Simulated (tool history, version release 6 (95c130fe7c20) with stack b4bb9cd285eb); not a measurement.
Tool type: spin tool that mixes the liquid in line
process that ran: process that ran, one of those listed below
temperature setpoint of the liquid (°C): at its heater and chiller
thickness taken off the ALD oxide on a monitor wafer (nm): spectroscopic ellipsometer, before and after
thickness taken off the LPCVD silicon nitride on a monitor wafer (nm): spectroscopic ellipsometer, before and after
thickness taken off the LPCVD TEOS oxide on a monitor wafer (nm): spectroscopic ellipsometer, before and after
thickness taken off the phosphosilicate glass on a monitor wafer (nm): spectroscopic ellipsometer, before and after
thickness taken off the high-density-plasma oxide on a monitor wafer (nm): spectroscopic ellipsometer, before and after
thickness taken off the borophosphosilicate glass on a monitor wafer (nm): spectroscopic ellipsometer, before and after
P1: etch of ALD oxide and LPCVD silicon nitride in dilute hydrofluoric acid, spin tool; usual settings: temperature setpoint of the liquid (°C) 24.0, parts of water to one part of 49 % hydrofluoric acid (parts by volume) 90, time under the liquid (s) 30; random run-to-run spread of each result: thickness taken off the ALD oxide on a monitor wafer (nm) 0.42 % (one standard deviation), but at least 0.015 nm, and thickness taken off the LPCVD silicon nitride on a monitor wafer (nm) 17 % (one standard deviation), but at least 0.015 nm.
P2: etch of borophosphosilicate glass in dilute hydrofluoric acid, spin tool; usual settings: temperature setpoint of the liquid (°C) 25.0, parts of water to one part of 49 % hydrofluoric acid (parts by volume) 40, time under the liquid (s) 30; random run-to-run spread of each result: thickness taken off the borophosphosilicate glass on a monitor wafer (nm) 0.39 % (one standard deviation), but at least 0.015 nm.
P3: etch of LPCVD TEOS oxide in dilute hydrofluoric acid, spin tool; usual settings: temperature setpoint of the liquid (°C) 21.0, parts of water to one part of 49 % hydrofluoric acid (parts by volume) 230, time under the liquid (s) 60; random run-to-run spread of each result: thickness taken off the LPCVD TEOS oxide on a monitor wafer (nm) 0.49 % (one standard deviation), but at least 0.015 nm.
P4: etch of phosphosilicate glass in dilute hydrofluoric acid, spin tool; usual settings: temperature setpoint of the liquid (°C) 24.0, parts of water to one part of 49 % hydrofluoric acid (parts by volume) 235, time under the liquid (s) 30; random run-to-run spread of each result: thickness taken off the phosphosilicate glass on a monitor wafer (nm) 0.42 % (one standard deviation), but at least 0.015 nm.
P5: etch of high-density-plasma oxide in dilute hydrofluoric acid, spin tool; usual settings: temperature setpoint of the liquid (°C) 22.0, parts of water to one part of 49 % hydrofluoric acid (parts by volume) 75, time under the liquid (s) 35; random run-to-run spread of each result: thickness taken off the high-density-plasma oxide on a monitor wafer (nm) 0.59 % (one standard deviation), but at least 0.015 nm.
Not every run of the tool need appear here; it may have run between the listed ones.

run	hour	process that ran	temperature setpoint of the liquid (°C)	parts of water to one part of 49 % hydrofluoric acid (parts by volume)	time under the liquid (s)	hours since the thermometer was replaced	hours since the hydrofluoric acid flow meter was replaced	thickness taken off the ALD oxide on a monitor wafer (nm)	thickness taken off the LPCVD silicon nitride on a monitor wafer (nm)	thickness taken off the LPCVD TEOS oxide on a monitor wafer (nm)	thickness taken off the phosphosilicate glass on a monitor wafer (nm)	thickness taken off the high-density-plasma oxide on a monitor wafer (nm)	thickness taken off the borophosphosilicate glass on a monitor wafer (nm)
1	6.7	P1	24.0	90	30	374.3	282.5	6.3317	0.179870				
2	11.9	P3	21.0	230	60	379.5	287.7			7.5879			
3	21.1	P1	18.0	35	30	388.7	296.9	13.5160	0.228370				
4	29.2	P4	24.0	235	30	396.8	305.0				12.2380		
5	36.2	P1	24.0	20	30	403.8	312.0	31.2430	0.419920				
6	45.5	P1	24.0	160	30	413.1	321.3	3.2755	0.091583				
7	52.5	P1	24.0	90	30	420.1	328.3	6.3252	0.172030				
8	58.7	P1	24.0	90	55	426.3	334.5	11.6660	0.280190				
9	64.4	P1	24.0	90	30	432.0	340.2	6.2948	0.149190				
10	70.7	P3	21.0	230	60	438.3	346.5			7.6000			
11	80.7	P1	24.0	90	30	448.3	356.5	6.3209	0.179460				
12	86.6	P5	17.0	75	35	454.2	362.4					3.9994	
13	95.7	P3	28.0	230	60	463.3	371.5			9.8582			
14	103.5	P1	24.0	90	30	471.1	379.3	6.3198	0.147970				
15	112.4	P1	24.0	155	60	480.0	388.2	6.8186	0.136560				
16	121.9	P1	24.0	90	30	489.5	397.7	6.3628	0.167570				
17	132.4	P2	25.0	40	30	500.0	408.2						57.526
18	138.2	P1	24.0	90	15	505.8	414.0	3.1596	0.072830				
19	144.9	P3	21.0	230	15	512.5	420.7			1.8888			
20	152.8	P5	22.0	75	35	520.4	428.6					4.8931	
21	158.9	P1	20.0	90	30	526.5	434.7	5.3856	0.114240				
22	165.4	P1	29.5	90	30	533.0	441.2	7.8567	0.291620				
23	173.5	P3	21.0	400	60	541.1	449.3			3.7596			
24	180.3	P4	24.0	75	30	547.9	456.1				45.9000		
25	189.1	P2	25.0	40	60	556.7	464.9						114.590
26	198.2	P5	22.0	75	60	565.8	474.0					8.3995	
27	205.7	P2	33.5	40	30	573.3	481.5						80.863
28	212.1	P1	24.0	90	30	579.7	487.9	6.3020	0.154680				
29	217.3	P5	22.0	115	35	584.9	493.1					3.0397	
30	222.3	P5	22.0	75	35	589.9	498.1					4.8874	
# hour 228.5: thermometer replaced
31	231.5	P4	24.0	235	15	3.1	507.3				6.1248		
32	238.9	P2	25.0	60	30	10.5	514.7						37.656
33	249.3	P4	17.0	235	30	20.9	525.1				9.4048		
34	256.5	P1	24.0	90	30	28.1	532.3	6.3438	0.114720				
35	265.8	P1	24.0	90	30	37.4	541.6	6.1296	0.131390				
36	271.9	P1	24.0	90	30	43.5	547.7	5.9606	0.151420				
37	277.4	P1	24.0	90	30	49.0	553.2	5.9784	0.150140				
38	286.2	P1	24.0	90	30	57.8	562.0	5.9154	0.110210				
39	293.3	P1	24.0	90	30	64.9	569.1	5.8276	0.164320				
40	300.7	P1	24.0	90	30	72.3	576.5	5.8536	0.109780				
41	310.6	P1	24.0	90	30	82.2	586.4	5.8571	0.153760				
42	318.3	P1	24.0	90	30	89.9	594.1	5.8352	0.110620				
43	323.0	P1	24.0	90	30	94.6	598.8	5.7950	0.191830				
44	329.5	P1	24.0	90	30	101.1	605.3	5.8704	0.140210				

The output of P1 has drifted from where it used to be. Each of the 2 causes below, taken at the size shown beside it, accounts for the log equally well:
A: hydrofluoric acid flow below the setpoint (%) = 7.54
B: liquid colder than its thermometer reads (K) = 2.18
The drift started at roughly hour 256.5.

Which of the check runs below tells the causes apart, meaning the causes would give it clearly different results? Each run uses 2 wafers whose results are averaged, and each result is shown as a question mark.
check 1	336.0	P4	17.0	145	30						?		
check 2	336.0	P5	17.0	75	35							?	
check 3	336.0	P2	33.0	40	55								?
check 4	336.0	P3	24.5	365	60					?			

Check results expected under each cause:
check	result	if A	if B
check 1	thickness taken off the phosphosilicate glass on a monitor wafer (nm)	15.1320	15.1200
check 2	thickness taken off the high-density-plasma oxide on a monitor wafer (nm)	3.6528	3.6194
check 3	thickness taken off the borophosphosilicate glass on a monitor wafer (nm)	134.040	133.860
check 4	thickness taken off the LPCVD TEOS oxide on a monitor wafer (nm)	4.3175	4.4587
Gap, in per cent, between the two causes that each check separates least, read from the result that separates them most: check 1 0.08 %; check 2 0.92 %; check 3 0.13 %; check 4 3.22 %
Check 4 is the one run that separates the causes; every other check would come out nearly the same whichever cause is at work.

The results of check 4 are: thickness taken off the LPCVD TEOS oxide on a monitor wafer (nm) 4.3264. Based on these, which of the listed causes is it?

The correct cause is A, namely: hydrofluoric acid flow below the setpoint (%).
